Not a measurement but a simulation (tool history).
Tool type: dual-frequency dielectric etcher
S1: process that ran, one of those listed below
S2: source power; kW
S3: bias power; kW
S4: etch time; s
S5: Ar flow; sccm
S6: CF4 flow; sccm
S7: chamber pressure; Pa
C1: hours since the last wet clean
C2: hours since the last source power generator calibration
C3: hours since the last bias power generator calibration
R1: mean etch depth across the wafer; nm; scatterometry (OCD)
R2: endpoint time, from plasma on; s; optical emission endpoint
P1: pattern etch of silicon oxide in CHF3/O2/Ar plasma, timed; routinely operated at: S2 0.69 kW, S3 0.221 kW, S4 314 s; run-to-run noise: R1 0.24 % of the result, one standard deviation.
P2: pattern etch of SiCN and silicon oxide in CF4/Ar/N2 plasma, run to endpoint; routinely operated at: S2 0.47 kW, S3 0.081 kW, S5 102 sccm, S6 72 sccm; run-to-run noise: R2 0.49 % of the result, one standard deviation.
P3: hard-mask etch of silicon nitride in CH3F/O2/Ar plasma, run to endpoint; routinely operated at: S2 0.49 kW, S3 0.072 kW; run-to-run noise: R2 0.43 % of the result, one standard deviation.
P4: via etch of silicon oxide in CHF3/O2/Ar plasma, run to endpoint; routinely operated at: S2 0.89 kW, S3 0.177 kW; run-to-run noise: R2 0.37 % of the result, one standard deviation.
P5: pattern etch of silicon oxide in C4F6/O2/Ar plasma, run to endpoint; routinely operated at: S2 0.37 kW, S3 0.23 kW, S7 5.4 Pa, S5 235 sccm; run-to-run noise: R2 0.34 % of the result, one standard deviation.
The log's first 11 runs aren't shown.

| run | hour | S1 | S2 | S3 | S4 | S5 | S6 | S7 | C1 | C2 | C3 | R1 | R2 |
|---|---|---|---|---|---|---|---|---|---|---|---|---|---|
| 12 | 76.3 | P1 | 0.69 | 0.152 | 314 |  |  |  | 19.5 | 659 | 668.8 | 608.85 |  |
| 13 | 83.6 | P1 | 0.83 | 0.221 | 187 |  |  |  | 26.8 | 666.3 | 676.1 | 442.04 |  |
| 14 | 92.3 | P1 | 0.69 | 0.221 | 314 |  |  |  | 35.5 | 675 | 684.8 | 692.97 |  |
| 15 | 96.8 | P5 | 0.45 | 0.23 |  | 235 |  | 5.4 | 40 | 679.5 | 689.3 |  | 8.7658 |
| 16 | 106.1 | P1 | 0.69 | 0.221 | 229 |  |  |  | 49.3 | 688.8 | 698.6 | 503.31 |  |
| 17 | 110.4 | P1 | 0.56 | 0.221 | 181 |  |  |  | 53.6 | 693.1 | 702.9 | 368.12 |  |
| 18 | 115 | P4 | 0.89 | 0.177 |  |  |  |  | 58.2 | 697.7 | 707.5 |  | 207.6 |
| 19 | 122.4 | P4 | 1.13 | 0.177 |  |  |  |  | 65.6 | 705.1 | 714.9 |  | 189.13 |
| 20 | 128.6 | P3 | 0.49 | 0.072 |  |  |  |  | 71.8 | 711.3 | 721.1 |  | 61.871 |
| 21 | 138.1 | P2 | 0.47 | 0.081 |  | 102 | 72 |  | 81.3 | 720.8 | 730.6 |  | 13.413 |
| 22 | 146.5 | P5 | 0.37 | 0.324 |  | 235 |  | 5.4 | 89.7 | 729.2 | 739 |  | 8.3841 |
| 23 | 153 | P1 | 0.83 | 0.221 | 314 |  |  |  | 96.2 | 735.7 | 745.5 | 743.15 |  |
| 24 | 158.3 | P2 | 0.47 | 0.081 |  | 67 | 72 |  | 101.5 | 741 | 750.8 |  | 12.655 |
| 25 | 167.8 | P1 | 0.69 | 0.279 | 314 |  |  |  | 111 | 750.5 | 760.3 | 752.24 |  |
| 26 | 177.1 | P1 | 0.69 | 0.221 | 314 |  |  |  | 120.3 | 759.8 | 769.6 | 691.32 |  |
| 27 | 182.2 | P3 | 0.49 | 0.097 |  |  |  |  | 125.4 | 764.9 | 774.7 |  | 55.626 |
| 28 | 190.7 | P5 | 0.37 | 0.23 |  | 177 |  | 5.4 | 133.9 | 773.4 | 783.2 |  | 9.1548 |
| 29 | 200.4 | P2 | 0.47 | 0.062 |  | 102 | 72 |  | 143.6 | 783.1 | 792.9 |  | 14.77 |
| 30 | 207.9 | P1 | 0.84 | 0.221 | 183 |  |  |  | 151.1 | 790.6 | 800.4 | 432.31 |  |
| 31 | 212.8 | P2 | 0.64 | 0.081 |  | 102 | 72 |  | 156 | 795.5 | 805.3 |  | 10.208 |
| 32 | 219.1 | P3 | 0.49 | 0.072 |  |  |  |  | 162.3 | 801.8 | 811.6 |  | 62.291 |
| 33 | 227.2 | P1 | 0.69 | 0.221 | 314 |  |  |  | 170.4 | 809.9 | 819.7 | 693.64 |  |
| 34 | 234.5 | P1 | 0.69 | 0.221 | 314 |  |  |  | 177.7 | 817.2 | 827 | 686.1 |  |
| 35 | 244 | P1 | 0.69 | 0.221 | 314 |  |  |  | 187.2 | 826.7 | 836.5 | 683.99 |  |
| 36 | 250 | P1 | 0.69 | 0.221 | 314 |  |  |  | 193.2 | 832.7 | 842.5 | 683.67 |  |

Run 37 is up next; what results do you expect?
| 37 | 257 | P1 | 0.69 | 0.221 | 314 |  |  |  | 200.2 | 839.7 | 849.5 | ? |  |

Run 37 came out at R1 682.16 nm.

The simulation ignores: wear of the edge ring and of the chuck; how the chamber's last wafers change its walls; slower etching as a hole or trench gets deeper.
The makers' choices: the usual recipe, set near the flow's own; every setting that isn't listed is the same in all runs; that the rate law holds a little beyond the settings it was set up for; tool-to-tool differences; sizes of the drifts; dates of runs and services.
